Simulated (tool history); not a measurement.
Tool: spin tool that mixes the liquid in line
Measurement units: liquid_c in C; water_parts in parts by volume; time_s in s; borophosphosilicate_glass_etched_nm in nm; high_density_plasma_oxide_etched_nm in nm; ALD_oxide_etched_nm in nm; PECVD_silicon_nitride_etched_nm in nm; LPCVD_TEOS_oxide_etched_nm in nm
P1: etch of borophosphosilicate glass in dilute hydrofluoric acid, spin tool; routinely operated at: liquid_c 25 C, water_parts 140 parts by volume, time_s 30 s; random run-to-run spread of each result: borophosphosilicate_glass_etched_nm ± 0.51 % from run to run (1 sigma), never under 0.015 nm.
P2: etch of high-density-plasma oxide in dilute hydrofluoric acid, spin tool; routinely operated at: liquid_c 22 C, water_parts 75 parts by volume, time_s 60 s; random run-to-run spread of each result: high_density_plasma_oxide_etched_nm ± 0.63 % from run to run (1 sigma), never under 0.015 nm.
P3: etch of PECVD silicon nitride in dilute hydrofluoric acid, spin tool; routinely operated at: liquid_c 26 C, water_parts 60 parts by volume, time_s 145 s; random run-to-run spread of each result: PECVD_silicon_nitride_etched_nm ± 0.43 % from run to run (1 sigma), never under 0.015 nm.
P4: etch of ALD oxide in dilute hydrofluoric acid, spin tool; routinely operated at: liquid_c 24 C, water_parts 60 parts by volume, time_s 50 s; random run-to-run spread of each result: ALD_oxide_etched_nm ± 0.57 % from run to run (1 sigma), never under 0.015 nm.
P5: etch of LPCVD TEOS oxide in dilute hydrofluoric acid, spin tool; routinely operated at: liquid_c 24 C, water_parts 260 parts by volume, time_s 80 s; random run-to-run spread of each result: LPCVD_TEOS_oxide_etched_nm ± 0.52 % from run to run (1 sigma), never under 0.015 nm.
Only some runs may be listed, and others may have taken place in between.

run,hour,process,liquid_c,water_parts,time_s,hours since the thermometer was replaced,hours since the hydrofluoric acid flow meter was replaced,borophosphosilicate_glass_etched_nm,high_density_plasma_oxide_etched_nm,ALD_oxide_etched_nm,PECVD_silicon_nitride_etched_nm,LPCVD_TEOS_oxide_etched_nm
1,9.1,P1,25,140,30,947,440.9,13.8,,,,
2,19.3,P1,25,140,30,957.2,451.1,13.924,,,,
3,27,P2,22,20,60,964.9,458.8,,19.229,,,
4,39.4,P4,24,60,50,977.3,471.2,,,25.001,,
5,46.5,P3,26,60,145,984.4,478.3,,,,6.3787,
6,60.3,P1,25,75,30,998.2,492.1,28.122,,,,
7,68.4,P1,25,140,30,1006.3,500.2,13.881,,,,
8,79,P2,17,75,60,1016.9,510.8,,3.8844,,,
9,86.2,P1,25,240,30,1024.1,518,7.211,,,,
10,101.2,P1,25,140,55,1039.1,533,25.682,,,,
11,114,P1,18,205,30,1051.9,545.8,6.8735,,,,
12,125,P3,26,35,145,1062.9,556.8,,,,10.674,
13,139.3,P5,24,260,80,1077.2,571.1,,,,,6.0651
14,152.2,P3,26,60,220,1090.1,584,,,,9.6168,
15,165.2,P5,30,260,80,1103.1,597,,,,,7.4478
16,180.2,P2,22,75,60,1118.1,612,,4.8331,,,
17,190.5,P1,25,140,15,1128.4,622.3,7.0551,,,,
18,199.6,P4,24,60,15,1137.5,631.4,,,7.5537,,
19,208.5,P4,24,60,50,1146.4,640.3,,,24.943,,
20,219.5,P5,24,260,35,1157.4,651.3,,,,,2.6166
21,227.6,P1,17.5,140,30,1165.5,659.4,10.35,,,,
22,238.7,P1,31.5,140,30,1176.6,670.5,17.771,,,,
23,246.9,P5,24,260,80,1184.8,678.7,,,,,6.043
24,255.9,P2,22,75,15,1193.8,687.7,,1.21,,,
25,266.6,P1,25,140,30,1204.5,698.4,13.901,,,,
26,280.6,P2,22,75,60,1218.5,712.4,,4.808,,,
27,294.7,P5,24,375,80,1232.6,726.5,,,,,3.6867
28,309.4,P1,25,140,30,1247.3,741.2,13.954,,,,
29,316.6,P3,34,60,145,1254.5,748.4,,,,10.641,
30,323.8,P4,24,85,50,1261.7,755.6,,,16.916,,
31,334.5,P4,29,60,50,1272.4,766.3,,,30.551,,
32,345.6,P1,25,140,30,1283.5,777.4,13.922,,,,
33,352.3,P1,25,140,30,1290.2,784.1,13.644,,,,
34,365.7,P1,25,140,30,1303.6,797.5,13.275,,,,
35,373.1,P1,25,140,30,1311,804.9,13.06,,,,
36,384.8,P1,25,140,30,1322.7,816.6,13.124,,,,
37,396,P1,25,140,30,1333.9,827.8,13.034,,,,
38,402.5,P1,25,140,30,1340.4,834.3,12.995,,,,
39,412.4,P1,25,140,30,1350.3,844.2,13.083,,,,
40,422.6,P1,25,140,30,1360.5,854.4,12.85,,,,
41,429.1,P1,25,140,30,1367,860.9,12.947,,,,

The log shows P1 creeping away from where it was. Any of the 2 causes listed here, at the size stated for it, fits the log just as well as the others:
A: hydrofluoric acid flow below the setpoint (%) = 6.51
B: liquid colder than its thermometer reads (K) = 2.05
The process output started creeping at around hour 345.6.

The check runs listed below each take one wafer, and their results are still question marks. Under which run would the listed causes lead to clearly different results?
check 1,435.6,P4,24,60,50,,,,,?,,
check 2,435.6,P5,24,260,80,,,,,,,?
check 3,435.6,P3,26,60,145,,,,,,?,
check 4,435.6,P2,22,75,60,,,,?,,,

Check results expected under each cause:
check,result,if A,if B
check 1,ALD_oxide_etched_nm,23.341,23.072
check 2,LPCVD_TEOS_oxide_etched_nm,5.5402,5.6047
check 3,PECVD_silicon_nitride_etched_nm,5.9674,5.5631
check 4,high_density_plasma_oxide_etched_nm,4.4659,4.4158
How far apart the two closest causes lie, in the result that separates them most: check 1 1.16 %; check 2 1.16 %; check 3 7.02 %; check 4 1.13 %
Check 3 distinguishes between the causes, while the remaining checks would return nearly the same result for all of them.

Running check 3 produced the following: PECVD_silicon_nitride_etched_nm 5.5278 nm. Which one of the listed causes fits?

The cause is B: liquid colder than its thermometer reads (K).

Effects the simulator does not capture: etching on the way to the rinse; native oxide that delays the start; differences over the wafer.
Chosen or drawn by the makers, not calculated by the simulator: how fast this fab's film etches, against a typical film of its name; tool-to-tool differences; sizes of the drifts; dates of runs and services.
